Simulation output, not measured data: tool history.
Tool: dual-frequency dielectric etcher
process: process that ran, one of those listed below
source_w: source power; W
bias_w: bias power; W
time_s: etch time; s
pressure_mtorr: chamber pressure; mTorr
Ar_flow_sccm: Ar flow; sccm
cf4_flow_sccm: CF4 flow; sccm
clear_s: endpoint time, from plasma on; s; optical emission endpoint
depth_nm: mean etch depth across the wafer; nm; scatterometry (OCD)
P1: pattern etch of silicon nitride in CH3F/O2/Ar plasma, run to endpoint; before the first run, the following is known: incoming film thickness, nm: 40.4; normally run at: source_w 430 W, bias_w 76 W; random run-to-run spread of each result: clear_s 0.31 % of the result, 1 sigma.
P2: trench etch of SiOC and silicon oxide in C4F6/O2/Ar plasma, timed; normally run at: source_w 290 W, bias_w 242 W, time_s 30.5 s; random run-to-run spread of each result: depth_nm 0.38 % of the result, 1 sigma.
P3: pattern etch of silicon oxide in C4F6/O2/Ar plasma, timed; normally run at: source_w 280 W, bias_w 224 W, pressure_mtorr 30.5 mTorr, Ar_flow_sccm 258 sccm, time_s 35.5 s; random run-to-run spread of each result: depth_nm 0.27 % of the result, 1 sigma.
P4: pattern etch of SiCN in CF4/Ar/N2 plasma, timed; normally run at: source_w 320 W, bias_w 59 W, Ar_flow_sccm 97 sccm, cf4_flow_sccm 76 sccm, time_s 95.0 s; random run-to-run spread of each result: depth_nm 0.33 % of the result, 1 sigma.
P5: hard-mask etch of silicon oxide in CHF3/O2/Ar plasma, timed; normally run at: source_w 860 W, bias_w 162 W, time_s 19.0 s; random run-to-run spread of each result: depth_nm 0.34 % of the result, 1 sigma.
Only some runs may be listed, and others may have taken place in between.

run,hour,process,source_w,bias_w,time_s,pressure_mtorr,Ar_flow_sccm,cf4_flow_sccm,hours since the last wet clean,hours since the last source power generator calibration,hours since the last bias power generator calibration,clear_s,depth_nm
1,2.4,P1,430,76,,,,,105.2,748.1,276.1,54.993,
2,6.9,P2,290,242,30.5,,,,109.7,752.6,280.6,,59.206
3,11.7,P1,430,76,,,,,114.5,757.4,285.4,54.778,
4,15.0,P5,860,162,19.0,,,,117.8,760.7,288.7,,42.335
5,19.1,P3,280,224,35.5,37.5,258,,121.9,764.8,292.8,,101.550
6,22.1,P3,280,311,35.5,30.5,258,,124.9,767.8,295.8,,116.710
7,24.3,P4,320,59,95.0,,97,76,127.1,770.0,298.0,,57.758
8,29.0,P4,320,72,95.0,,97,76,131.8,774.7,302.7,,62.042
9,32.5,P1,340,76,,,,,135.3,778.2,306.2,60.030,
10,34.8,P1,540,76,,,,,137.6,780.5,308.5,50.710,
11,39.8,P5,860,162,10.5,,,,142.6,785.5,313.5,,23.355
12,42.5,P3,280,224,35.5,30.5,355,,145.3,788.2,316.2,,100.270
13,47.2,P4,320,59,71.0,,97,76,150.0,792.9,320.9,,42.957
14,51.6,P1,430,76,,,,,154.4,797.3,325.3,55.313,
15,54.3,P1,360,55,,,,,157.1,800.0,328.0,65.462,
16,57.5,P1,430,76,,,,,160.3,803.2,331.2,55.128,
17,60.5,P5,1150,162,19.0,,,,163.3,806.2,334.2,,47.385
18,64.4,P3,280,224,35.5,30.5,258,,167.2,810.1,338.1,,103.610
19,68.3,P1,560,97,,,,,171.1,814.0,342.0,45.572,
20,72.7,P4,320,59,95.0,,97,107,175.5,818.4,346.4,,60.460
21,75.5,P1,430,76,,,,,178.3,821.2,349.2,54.952,
22,79.3,P4,190,59,95.0,,97,76,182.1,825.0,353.0,,36.457
23,82.4,P1,430,51,,,,,185.2,828.1,356.1,62.733,
24,85.0,P1,430,101,,,,,187.8,830.7,358.7,49.830,
25,87.6,P4,320,59,95.0,,63,76,190.4,833.3,361.3,,60.935
26,91.6,P3,280,224,44.0,30.5,258,,194.4,837.3,365.3,,128.940
27,93.8,P1,430,76,,,,,196.6,839.5,367.5,55.099,
28,98.1,P3,280,224,35.5,30.5,258,,200.9,843.8,371.8,,103.870
29,101.1,P2,290,143,30.5,,,,203.9,846.8,374.8,,50.154
30,104.4,P2,180,242,30.5,,,,207.2,850.1,378.1,,49.421
31,108.8,P4,320,59,95.0,,97,76,211.6,854.5,382.5,,57.553
32,111.7,P5,860,102,19.0,,,,214.5,857.4,385.4,,36.923
33,115.8,P3,370,224,35.5,30.5,258,,218.6,861.5,389.5,,115.500
34,119.8,P2,290,242,30.5,,,,222.6,865.5,393.5,,59.000
35,123.4,P2,290,242,42.0,,,,226.2,869.1,397.1,,81.624
36,128.1,P1,430,76,,,,,230.9,873.8,401.8,55.046,
37,133.1,P1,430,76,,,,,235.9,878.8,406.8,54.329,
38,137.2,P1,430,76,,,,,240.0,882.9,410.9,54.669,
39,139.6,P1,430,76,,,,,242.4,885.3,413.3,54.607,
40,143.5,P1,430,76,,,,,246.3,889.2,417.2,53.937,
# hour 144.2: wet clean of the chamber
41,146.4,P1,430,76,,,,,2.3,892.1,420.1,54.205,
42,151.0,P1,430,76,,,,,6.9,896.7,424.7,54.112,
43,155.4,P1,430,76,,,,,11.3,901.1,429.1,54.161,
44,158.0,P1,430,76,,,,,13.9,903.7,431.7,53.979,

P1 no longer gives what it gave before; its output has crept away from where it was. The following 2 causes, each at its listed size, fit the log equally well:
A: source power that arrives over what is set, % = 4.24
B: bias power that arrives over what is set, % = 4.64
At approximately hour 128.1, the process output began to creep.
The rest of the possible causes, and what rules out each one:
chamber walls in a state that raises the etch rate, %: work on it at hour 144.2, done after the drift set in, did not restore what the process gave before

Of the 4 check runs below, each run on 2 wafers with the results averaged and each result still a question mark, which one would tell the listed causes apart?
check 1,160.6,P2,190,173,30.5,,,,,,,,?
check 2,160.6,P5,860,112,19.0,,,,,,,,?
check 3,160.6,P4,320,59,95.0,,97,94,,,,,?
check 4,160.6,P3,280,307,35.5,30.5,295,,,,,,?

Outcome of each check run for each possible cause:
check,result,if A,if B
check 1,depth_nm,45.786,45.746
check 2,depth_nm,38.390,38.269
check 3,depth_nm,61.700,60.359
check 4,depth_nm,116.080,116.150
Distance between the nearest two causes, measured in the result of the check that separates them most: check 1 0.09 %; check 2 0.32 %; check 3 2.2 %; check 4 0.07 %
Check 3 distinguishes between the causes, while the remaining checks would return nearly the same result for all of them.

With check 3 done, the readings were: depth_nm 60.397 nm. Identify which of the listed causes applies.

The cause is B: bias power that arrives over what is set, %.

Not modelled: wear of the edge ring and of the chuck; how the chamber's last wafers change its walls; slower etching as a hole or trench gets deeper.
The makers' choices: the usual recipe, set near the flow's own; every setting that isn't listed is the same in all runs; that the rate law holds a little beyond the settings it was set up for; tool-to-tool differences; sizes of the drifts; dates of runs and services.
